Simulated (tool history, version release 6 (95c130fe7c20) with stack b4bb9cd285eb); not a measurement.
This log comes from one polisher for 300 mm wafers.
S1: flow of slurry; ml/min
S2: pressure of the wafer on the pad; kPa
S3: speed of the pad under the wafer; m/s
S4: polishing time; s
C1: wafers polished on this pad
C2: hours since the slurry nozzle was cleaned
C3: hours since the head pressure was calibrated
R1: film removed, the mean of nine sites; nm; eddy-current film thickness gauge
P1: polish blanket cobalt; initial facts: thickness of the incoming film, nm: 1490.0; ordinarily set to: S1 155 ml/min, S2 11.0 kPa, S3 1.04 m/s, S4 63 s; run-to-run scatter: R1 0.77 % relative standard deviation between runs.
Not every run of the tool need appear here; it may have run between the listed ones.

Run 1, hour 7.9: S1 155 ml/min, S2 11.0 kPa, S3 1.04 m/s, S4 63 s; C1 294; C2 128.9; C3 190.9. Result: R1 300.22 nm.
Run 2, hour 12.0: S1 155 ml/min, S2 11.0 kPa, S3 1.04 m/s, S4 63 s; C1 356; C2 133.0; C3 195.0. Result: R1 308.29 nm.
Run 3, hour 16.7: S1 215 ml/min, S2 11.0 kPa, S3 1.04 m/s, S4 63 s; C1 427; C2 137.7; C3 199.7. Result: R1 318.80 nm.
Run 4, hour 23.0: S1 155 ml/min, S2 11.0 kPa, S3 1.04 m/s, S4 92 s; C1 523; C2 144.0; C3 206.0. Result: R1 440.44 nm.
Run 5, hour 28.8: S1 155 ml/min, S2 17.2 kPa, S3 1.46 m/s, S4 63 s; C1 611; C2 149.8; C3 211.8. Result: R1 664.84 nm.
Run 6, hour 33.5: S1 155 ml/min, S2 11.0 kPa, S3 1.64 m/s, S4 63 s; C1 683; C2 154.5; C3 216.5. Result: R1 478.84 nm.
Run 7, hour 38.3: S1 155 ml/min, S2 4.8 kPa, S3 1.04 m/s, S4 63 s; C1 756; C2 159.3; C3 221.3. Result: R1 133.21 nm.
Run 8, hour 44.6: S1 155 ml/min, S2 11.0 kPa, S3 1.04 m/s, S4 35 s; C1 852; C2 165.6; C3 227.6. Result: R1 168.86 nm.
Run 9, hour 50.3: S1 95 ml/min, S2 11.0 kPa, S3 1.04 m/s, S4 63 s; C1 938; C2 171.3; C3 233.3. Result: R1 274.84 nm.
Run 10, hour 57.3: S1 155 ml/min, S2 11.0 kPa, S3 1.04 m/s, S4 63 s; C1 1045; C2 178.3; C3 240.3. Result: R1 302.39 nm.
Run 11, hour 64.1: S1 155 ml/min, S2 15.9 kPa, S3 1.04 m/s, S4 63 s; C1 1148; C2 185.1; C3 247.1. Result: R1 433.55 nm.
Run 12, hour 68.8: S1 200 ml/min, S2 11.0 kPa, S3 1.04 m/s, S4 43 s; C1 1220; C2 189.8; C3 251.8. Result: R1 216.66 nm.
Run 13, hour 75.4: S1 155 ml/min, S2 11.0 kPa, S3 1.04 m/s, S4 63 s; C1 1320; C2 196.4; C3 258.4. Result: R1 303.60 nm.
Run 14, hour 81.1: S1 155 ml/min, S2 11.0 kPa, S3 1.04 m/s, S4 63 s; C1 1407; C2 202.1; C3 264.1. Result: R1 303.24 nm.
Run 15, hour 86.0: S1 155 ml/min, S2 11.0 kPa, S3 0.70 m/s, S4 63 s; C1 1481; C2 207.0; C3 269.0. Result: R1 206.62 nm.
Run 16, hour 90.8: S1 155 ml/min, S2 11.0 kPa, S3 1.04 m/s, S4 63 s; C1 1554; C2 211.8; C3 273.8. Result: R1 298.94 nm.
Run 17, hour 97.4: S1 155 ml/min, S2 11.0 kPa, S3 1.04 m/s, S4 63 s; C1 1655; C2 218.4; C3 280.4. Result: R1 305.23 nm.
Run 18, hour 102.5: S1 155 ml/min, S2 11.0 kPa, S3 1.04 m/s, S4 63 s; C1 1732; C2 223.5; C3 285.5. Result: R1 299.84 nm.
Run 19, hour 109.0: S1 155 ml/min, S2 11.0 kPa, S3 1.04 m/s, S4 63 s; C1 1831; C2 230.0; C3 292.0. Result: R1 291.83 nm.
Run 20, hour 112.7: S1 155 ml/min, S2 11.0 kPa, S3 1.04 m/s, S4 63 s; C1 1887; C2 233.7; C3 295.7. Result: R1 291.58 nm.
Run 21, hour 118.1: S1 155 ml/min, S2 11.0 kPa, S3 1.04 m/s, S4 63 s; C1 1969; C2 239.1; C3 301.1. Result: R1 287.09 nm.
Run 22, hour 125.5: S1 155 ml/min, S2 11.0 kPa, S3 1.04 m/s, S4 63 s; C1 2082; C2 246.5; C3 308.5. Result: R1 283.76 nm.
At hour 128.0: worn pad replaced by a new one.
Run 23, hour 130.7: S1 155 ml/min, S2 11.0 kPa, S3 1.04 m/s, S4 63 s; C1 41; C2 251.7; C3 313.7. Result: R1 281.82 nm.
Run 24, hour 138.0: S1 155 ml/min, S2 11.0 kPa, S3 1.04 m/s, S4 63 s; C1 152; C2 259.0; C3 321.0. Result: R1 279.72 nm.
Run 25, hour 142.3: S1 155 ml/min, S2 11.0 kPa, S3 1.04 m/s, S4 63 s; C1 218; C2 263.3; C3 325.3. Result: R1 279.56 nm.

What does the tool deliver on the next run?
Run 26, hour 148.4: S1 155 ml/min, S2 11.0 kPa, S3 1.04 m/s, S4 63 s; C1 310; C2 269.4; C3 331.4. Result: R1 ?.

Run 26 yielded R1 278.37 nm.
